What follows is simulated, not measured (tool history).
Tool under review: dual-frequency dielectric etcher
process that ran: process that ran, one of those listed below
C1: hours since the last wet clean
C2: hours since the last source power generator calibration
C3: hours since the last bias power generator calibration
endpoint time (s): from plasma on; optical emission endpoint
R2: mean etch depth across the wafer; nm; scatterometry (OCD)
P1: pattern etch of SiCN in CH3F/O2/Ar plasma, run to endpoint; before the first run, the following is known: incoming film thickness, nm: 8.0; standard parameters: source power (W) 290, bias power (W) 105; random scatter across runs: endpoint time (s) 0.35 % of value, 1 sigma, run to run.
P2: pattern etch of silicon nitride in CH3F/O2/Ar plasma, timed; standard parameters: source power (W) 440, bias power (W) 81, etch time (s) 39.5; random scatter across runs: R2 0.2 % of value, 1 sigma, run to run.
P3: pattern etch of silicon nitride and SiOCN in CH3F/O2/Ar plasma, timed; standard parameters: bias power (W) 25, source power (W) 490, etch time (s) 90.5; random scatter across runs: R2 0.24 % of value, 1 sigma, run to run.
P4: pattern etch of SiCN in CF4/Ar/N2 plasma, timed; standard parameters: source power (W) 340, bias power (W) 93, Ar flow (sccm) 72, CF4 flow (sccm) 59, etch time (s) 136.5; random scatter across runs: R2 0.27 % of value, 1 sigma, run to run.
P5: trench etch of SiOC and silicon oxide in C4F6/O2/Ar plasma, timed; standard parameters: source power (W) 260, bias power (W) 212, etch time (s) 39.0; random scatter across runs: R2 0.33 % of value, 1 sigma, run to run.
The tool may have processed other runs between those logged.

run 1 hour=9.2 | process_that_ran=P1 source_power_(W)=290 bias_power_(W)=105 | C1=365.9 C2=1590.7 C3=891.6 | endpoint_time_(s)=20.998
run 2 hour=17.5 | process_that_ran=P1 source_power_(W)=290 bias_power_(W)=72 | C1=374.2 C2=1599.0 C3=899.9 | endpoint_time_(s)=24.107
run 3 hour=23.3 | process_that_ran=P5 source_power_(W)=260 bias_power_(W)=212 etch_time_(s)=39.0 | C1=380.0 C2=1604.8 C3=905.7 | R2=68.388
run 4 hour=33.6 | process_that_ran=P1 source_power_(W)=290 bias_power_(W)=105 | C1=390.3 C2=1615.1 C3=916.0 | endpoint_time_(s)=20.905
-- hour=38.3 bias power generator calibrated
run 5 hour=42.9 | process_that_ran=P1 source_power_(W)=290 bias_power_(W)=148 | C1=399.6 C2=1624.4 C3=4.6 | endpoint_time_(s)=18.460
run 6 hour=48.0 | process_that_ran=P3 source_power_(W)=320 bias_power_(W)=25 etch_time_(s)=90.5 | C1=404.7 C2=1629.5 C3=9.7 | R2=12.188
run 7 hour=54.1 | process_that_ran=P1 source_power_(W)=200 bias_power_(W)=105 | C1=410.8 C2=1635.6 C3=15.8 | endpoint_time_(s)=23.871
run 8 hour=62.5 | process_that_ran=P3 source_power_(W)=490 bias_power_(W)=16 etch_time_(s)=90.5 | C1=419.2 C2=1644.0 C3=24.2 | R2=11.648
run 9 hour=70.0 | process_that_ran=P1 source_power_(W)=400 bias_power_(W)=82 | C1=426.7 C2=1651.5 C3=31.7 | endpoint_time_(s)=20.490
run 10 hour=78.0 | process_that_ran=P2 source_power_(W)=440 bias_power_(W)=105 etch_time_(s)=39.5 | C1=434.7 C2=1659.5 C3=39.7 | R2=31.894
run 11 hour=85.8 | process_that_ran=P1 source_power_(W)=290 bias_power_(W)=105 | C1=442.5 C2=1667.3 C3=47.5 | endpoint_time_(s)=20.976
run 12 hour=92.1 | process_that_ran=P3 source_power_(W)=490 bias_power_(W)=25 etch_time_(s)=90.5 | C1=448.8 C2=1673.6 C3=53.8 | R2=14.102
run 13 hour=99.9 | process_that_ran=P5 source_power_(W)=260 bias_power_(W)=212 etch_time_(s)=39.0 | C1=456.6 C2=1681.4 C3=61.6 | R2=68.044
run 14 hour=105.6 | process_that_ran=P4 source_power_(W)=340 bias_power_(W)=93 etch_time_(s)=83.0 Ar_flow_(sccm)=72 CF4_flow_(sccm)=59 | C1=462.3 C2=1687.1 C3=67.3 | R2=64.093
run 15 hour=113.2 | process_that_ran=P4 source_power_(W)=210 bias_power_(W)=93 etch_time_(s)=136.5 Ar_flow_(sccm)=72 CF4_flow_(sccm)=59 | C1=469.9 C2=1694.7 C3=74.9 | R2=69.291
run 16 hour=119.1 | process_that_ran=P5 source_power_(W)=260 bias_power_(W)=212 etch_time_(s)=52.0 | C1=475.8 C2=1700.6 C3=80.8 | R2=90.817
run 17 hour=127.9 | process_that_ran=P3 source_power_(W)=490 bias_power_(W)=25 etch_time_(s)=116.0 | C1=484.6 C2=1709.4 C3=89.6 | R2=18.120
run 18 hour=137.5 | process_that_ran=P2 source_power_(W)=440 bias_power_(W)=81 etch_time_(s)=39.5 | C1=494.2 C2=1719.0 C3=99.2 | R2=29.101
run 19 hour=143.8 | process_that_ran=P5 source_power_(W)=260 bias_power_(W)=161 etch_time_(s)=39.0 | C1=500.5 C2=1725.3 C3=105.5 | R2=62.287
run 20 hour=153.5 | process_that_ran=P4 source_power_(W)=340 bias_power_(W)=93 etch_time_(s)=136.5 Ar_flow_(sccm)=72 CF4_flow_(sccm)=59 | C1=510.2 C2=1735.0 C3=115.2 | R2=105.050
run 21 hour=161.6 | process_that_ran=P1 source_power_(W)=290 bias_power_(W)=105 | C1=518.3 C2=1743.1 C3=123.3 | endpoint_time_(s)=20.889
run 22 hour=168.8 | process_that_ran=P4 source_power_(W)=340 bias_power_(W)=130 etch_time_(s)=136.5 Ar_flow_(sccm)=72 CF4_flow_(sccm)=59 | C1=525.5 C2=1750.3 C3=130.5 | R2=119.710
run 23 hour=175.9 | process_that_ran=P2 source_power_(W)=440 bias_power_(W)=81 etch_time_(s)=39.5 | C1=532.6 C2=1757.4 C3=137.6 | R2=28.977
run 24 hour=182.8 | process_that_ran=P1 source_power_(W)=290 bias_power_(W)=105 | C1=539.5 C2=1764.3 C3=144.5 | endpoint_time_(s)=20.917
run 25 hour=193.3 | process_that_ran=P1 source_power_(W)=400 bias_power_(W)=105 | C1=550.0 C2=1774.8 C3=155.0 | endpoint_time_(s)=18.555
run 26 hour=198.7 | process_that_ran=P4 source_power_(W)=340 bias_power_(W)=93 etch_time_(s)=136.5 Ar_flow_(sccm)=72 CF4_flow_(sccm)=59 | C1=555.4 C2=1780.2 C3=160.4 | R2=104.520
run 27 hour=205.9 | process_that_ran=P4 source_power_(W)=340 bias_power_(W)=93 etch_time_(s)=136.5 Ar_flow_(sccm)=72 CF4_flow_(sccm)=41 | C1=562.6 C2=1787.4 C3=167.6 | R2=99.889
run 28 hour=215.8 | process_that_ran=P3 source_power_(W)=490 bias_power_(W)=25 etch_time_(s)=90.5 | C1=572.5 C2=1797.3 C3=177.5 | R2=14.120
run 29 hour=220.6 | process_that_ran=P5 source_power_(W)=210 bias_power_(W)=212 etch_time_(s)=39.0 | C1=577.3 C2=1802.1 C3=182.3 | R2=62.728
run 30 hour=226.5 | process_that_ran=P2 source_power_(W)=290 bias_power_(W)=81 etch_time_(s)=39.5 | C1=583.2 C2=1808.0 C3=188.2 | R2=24.769
run 31 hour=236.6 | process_that_ran=P4 source_power_(W)=340 bias_power_(W)=93 etch_time_(s)=136.5 Ar_flow_(sccm)=42 CF4_flow_(sccm)=59 | C1=593.3 C2=1818.1 C3=198.3 | R2=111.870
run 32 hour=242.1 | process_that_ran=P1 source_power_(W)=190 bias_power_(W)=83 | C1=598.8 C2=1823.6 C3=203.8 | endpoint_time_(s)=26.681
run 33 hour=252.6 | process_that_ran=P2 source_power_(W)=440 bias_power_(W)=81 etch_time_(s)=48.5 | C1=609.3 C2=1834.1 C3=214.3 | R2=35.716
run 34 hour=257.7 | process_that_ran=P1 source_power_(W)=290 bias_power_(W)=105 | C1=614.4 C2=1839.2 C3=219.4 | endpoint_time_(s)=20.902
run 35 hour=267.8 | process_that_ran=P1 source_power_(W)=290 bias_power_(W)=105 | C1=624.5 C2=1849.3 C3=229.5 | endpoint_time_(s)=20.895
run 36 hour=277.1 | process_that_ran=P1 source_power_(W)=290 bias_power_(W)=105 | C1=633.8 C2=1858.6 C3=238.8 | endpoint_time_(s)=20.740
run 37 hour=285.3 | process_that_ran=P1 source_power_(W)=290 bias_power_(W)=105 | C1=642.0 C2=1866.8 C3=247.0 | endpoint_time_(s)=20.710
run 38 hour=294.3 | process_that_ran=P1 source_power_(W)=290 bias_power_(W)=105 | C1=651.0 C2=1875.8 C3=256.0 | endpoint_time_(s)=20.640
run 39 hour=302.4 | process_that_ran=P1 source_power_(W)=290 bias_power_(W)=105 | C1=659.1 C2=1883.9 C3=264.1 | endpoint_time_(s)=20.710
-- hour=303.5 wet clean of the chamber
run 40 hour=307.9 | process_that_ran=P1 source_power_(W)=290 bias_power_(W)=105 | C1=4.4 C2=1889.4 C3=269.6 | endpoint_time_(s)=20.581
run 41 hour=312.8 | process_that_ran=P1 source_power_(W)=290 bias_power_(W)=105 | C1=9.3 C2=1894.3 C3=274.5 | endpoint_time_(s)=20.605
run 42 hour=320.1 | process_that_ran=P1 source_power_(W)=290 bias_power_(W)=105 | C1=16.6 C2=1901.6 C3=281.8 | endpoint_time_(s)=20.724
run 43 hour=326.8 | process_that_ran=P1 source_power_(W)=290 bias_power_(W)=105 | C1=23.3 C2=1908.3 C3=288.5 | endpoint_time_(s)=20.629

The output of P1 has drifted from where it used to be. Each of the 2 causes below, taken at the size shown beside it, accounts for the log equally well:
A: source power that arrives over what is set, % = 4.97
B: bias power that arrives over what is set, % = 4.67
At approximately hour 257.7, the process output began to creep.
The rest of the possible causes, and what rules out each one:
chamber walls in a state that raises the etch rate, %: its service at hour 303.5 followed the start of the drift and did not put the process back to its old value

4 check runs are offered, one wafer each, their results left as question marks. Which one tells the causes apart?
run check 1 hour=333.5 | process_that_ran=P3 source_power_(W)=490 bias_power_(W)=25 etch_time_(s)=90.5 | R2=?
run check 2 hour=333.5 | process_that_ran=P2 source_power_(W)=440 bias_power_(W)=81 etch_time_(s)=39.5 | R2=?
run check 3 hour=333.5 | process_that_ran=P5 source_power_(W)=260 bias_power_(W)=212 etch_time_(s)=39.0 | R2=?
run check 4 hour=333.5 | process_that_ran=P4 source_power_(W)=340 bias_power_(W)=93 etch_time_(s)=136.5 Ar_flow_(sccm)=72 CF4_flow_(sccm)=59 | R2=?

Check results expected under each cause:
check=check_1 result=R2 if_A=14.349 if_B=14.404
check=check_2 result=R2 if_A=29.598 if_B=29.530
check=check_3 result=R2 if_A=69.275 if_B=69.062
check=check_4 result=R2 if_A=109.760 if_B=106.980
Per-check spread between the two closest causes, in the result where they differ most: check 1 0.39 %; check 2 0.23 %; check 3 0.31 %; check 4 2.57 %
Only check 4 tells the causes apart: in the others they would give nearly the same result.

Running check 4 produced the following: R2 109.590 nm. Which one of the listed causes fits?

The cause is A: source power that arrives over what is set, %.
